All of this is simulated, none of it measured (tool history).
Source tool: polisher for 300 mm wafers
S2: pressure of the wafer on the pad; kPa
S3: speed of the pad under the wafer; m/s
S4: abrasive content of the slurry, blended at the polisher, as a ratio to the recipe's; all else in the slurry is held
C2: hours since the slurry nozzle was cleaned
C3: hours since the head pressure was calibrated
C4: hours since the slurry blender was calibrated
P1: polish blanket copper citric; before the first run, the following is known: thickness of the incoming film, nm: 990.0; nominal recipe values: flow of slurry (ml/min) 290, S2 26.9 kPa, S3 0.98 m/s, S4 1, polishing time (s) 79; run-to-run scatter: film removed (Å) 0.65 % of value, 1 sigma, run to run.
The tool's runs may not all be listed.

Run 1, hour 5.1: flow of slurry (ml/min) 290, S2 26.9 kPa, S3 0.98 m/s, S4 1, polishing time (s) 79; wafers polished on this pad 1056; C2 161.5; C3 336.1; C4 225.3. Result: film removed (Å) 2535.5.
Run 2, hour 10.7: flow of slurry (ml/min) 290, S2 26.9 kPa, S3 0.98 m/s, S4 1, polishing time (s) 79; wafers polished on this pad 1117; C2 167.1; C3 341.7; C4 230.9. Result: film removed (Å) 2537.9.
Run 3, hour 16.3: flow of slurry (ml/min) 290, S2 26.9 kPa, S3 0.98 m/s, S4 1, polishing time (s) 50; wafers polished on this pad 1179; C2 172.7; C3 347.3; C4 236.5. Result: film removed (Å) 1599.1.
Run 4, hour 20.8: flow of slurry (ml/min) 290, S2 26.9 kPa, S3 0.98 m/s, S4 1, polishing time (s) 79; wafers polished on this pad 1228; C2 177.2; C3 351.8; C4 241. Result: film removed (Å) 2526.7.
Run 5, hour 25.7: flow of slurry (ml/min) 290, S2 26.9 kPa, S3 0.98 m/s, S4 1, polishing time (s) 79; wafers polished on this pad 1281; C2 182.1; C3 356.7; C4 245.9. Result: film removed (Å) 2578.3.
At hour 30.4: head pressure recalibrated.
Run 6, hour 31.8: flow of slurry (ml/min) 290, S2 26.9 kPa, S3 0.98 m/s, S4 1, polishing time (s) 100; wafers polished on this pad 1348; C2 188.2; C3 1.5; C4 252. Result: film removed (Å) 3219.5.
Run 7, hour 36: flow of slurry (ml/min) 290, S2 26.9 kPa, S3 0.98 m/s, S4 1, polishing time (s) 79; wafers polished on this pad 1394; C2 192.4; C3 5.7; C4 256.2. Result: film removed (Å) 2537.3.
Run 8, hour 42.2: flow of slurry (ml/min) 175, S2 26.9 kPa, S3 0.98 m/s, S4 1, polishing time (s) 79; wafers polished on this pad 1462; C2 198.6; C3 11.9; C4 262.4. Result: film removed (Å) 2413.4.
Run 9, hour 49.2: flow of slurry (ml/min) 290, S2 26.9 kPa, S3 0.98 m/s, S4 1.3, polishing time (s) 79; wafers polished on this pad 1538; C2 205.6; C3 18.9; C4 269.4. Result: film removed (Å) 2679.7.
Run 10, hour 55.6: flow of slurry (ml/min) 215, S2 26.9 kPa, S3 0.98 m/s, S4 1.25, polishing time (s) 79; wafers polished on this pad 1608; C2 212; C3 25.3; C4 275.8. Result: film removed (Å) 2559.4.
Run 11, hour 60.7: flow of slurry (ml/min) 290, S2 26.9 kPa, S3 0.44 m/s, S4 1, polishing time (s) 79; wafers polished on this pad 1664; C2 217.1; C3 30.4; C4 280.9. Result: film removed (Å) 1168.4.
Run 12, hour 67.2: flow of slurry (ml/min) 290, S2 15.9 kPa, S3 0.98 m/s, S4 1, polishing time (s) 79; wafers polished on this pad 1735; C2 223.6; C3 36.9; C4 287.4. Result: film removed (Å) 1538.5.
Run 13, hour 70.2: flow of slurry (ml/min) 290, S2 26.9 kPa, S3 0.98 m/s, S4 0.55, polishing time (s) 79; wafers polished on this pad 1768; C2 226.6; C3 39.9; C4 290.4. Result: film removed (Å) 2251.4.
Run 14, hour 74.8: flow of slurry (ml/min) 290, S2 42.1 kPa, S3 0.98 m/s, S4 1, polishing time (s) 79; wafers polished on this pad 1818; C2 231.2; C3 44.5; C4 295. Result: film removed (Å) 3955.9.
Run 15, hour 79.3: flow of slurry (ml/min) 380, S2 26.9 kPa, S3 0.98 m/s, S4 1, polishing time (s) 79; wafers polished on this pad 1868; C2 235.7; C3 49; C4 299.5. Result: film removed (Å) 2579.7.
Run 16, hour 82.9: flow of slurry (ml/min) 290, S2 26.9 kPa, S3 0.98 m/s, S4 1, polishing time (s) 79; wafers polished on this pad 1907; C2 239.3; C3 52.6; C4 303.1. Result: film removed (Å) 2544.
Run 17, hour 88.7: flow of slurry (ml/min) 290, S2 26.9 kPa, S3 1.54 m/s, S4 1, polishing time (s) 79; wafers polished on this pad 1970; C2 245.1; C3 58.4; C4 308.9. Result: film removed (Å) 3928.8.
Run 18, hour 93.3: flow of slurry (ml/min) 290, S2 26.9 kPa, S3 0.98 m/s, S4 1, polishing time (s) 79; wafers polished on this pad 2021; C2 249.7; C3 63; C4 313.5. Result: film removed (Å) 2558.
Run 19, hour 100.2: flow of slurry (ml/min) 290, S2 26.9 kPa, S3 0.98 m/s, S4 1, polishing time (s) 79; wafers polished on this pad 2096; C2 256.6; C3 69.9; C4 320.4. Result: film removed (Å) 2518.1.
Run 20, hour 104.7: flow of slurry (ml/min) 290, S2 26.9 kPa, S3 0.98 m/s, S4 1, polishing time (s) 79; wafers polished on this pad 2145; C2 261.1; C3 74.4; C4 324.9. Result: film removed (Å) 2465.1.
Run 21, hour 109.7: flow of slurry (ml/min) 290, S2 26.9 kPa, S3 0.98 m/s, S4 1, polishing time (s) 79; wafers polished on this pad 2200; C2 266.1; C3 79.4; C4 329.9. Result: film removed (Å) 2432.9.
Run 22, hour 116.7: flow of slurry (ml/min) 290, S2 26.9 kPa, S3 0.98 m/s, S4 1, polishing time (s) 79; wafers polished on this pad 2277; C2 273.1; C3 86.4; C4 336.9. Result: film removed (Å) 2451.4.
At hour 119.9: slurry blender recalibrated.
Run 23, hour 123.5: flow of slurry (ml/min) 290, S2 26.9 kPa, S3 0.98 m/s, S4 1, polishing time (s) 79; wafers polished on this pad 2351; C2 279.9; C3 93.2; C4 3.6. Result: film removed (Å) 2436.4.
At hour 129.3: worn pad replaced by a new one.
Run 24, hour 129.6: flow of slurry (ml/min) 290, S2 26.9 kPa, S3 0.98 m/s, S4 1, polishing time (s) 79; wafers polished on this pad 4; C2 286; C3 99.3; C4 9.7. Result: film removed (Å) 2397.6.
Run 25, hour 133.2: flow of slurry (ml/min) 290, S2 26.9 kPa, S3 0.98 m/s, S4 1, polishing time (s) 79; wafers polished on this pad 43; C2 289.6; C3 102.9; C4 13.3. Result: film removed (Å) 2412.7.
Run 26, hour 139.8: flow of slurry (ml/min) 290, S2 26.9 kPa, S3 0.98 m/s, S4 1, polishing time (s) 79; wafers polished on this pad 115; C2 296.2; C3 109.5; C4 19.9. Result: film removed (Å) 2403.5.

Forecast run 27:
Run 27, hour 145.4: flow of slurry (ml/min) 290, S2 26.9 kPa, S3 0.98 m/s, S4 1, polishing time (s) 79; wafers polished on this pad 176; C2 301.8; C3 115.1; C4 25.5. Result: film removed (Å) ?.

Run 27 came out at film removed (Å) 2425.8.

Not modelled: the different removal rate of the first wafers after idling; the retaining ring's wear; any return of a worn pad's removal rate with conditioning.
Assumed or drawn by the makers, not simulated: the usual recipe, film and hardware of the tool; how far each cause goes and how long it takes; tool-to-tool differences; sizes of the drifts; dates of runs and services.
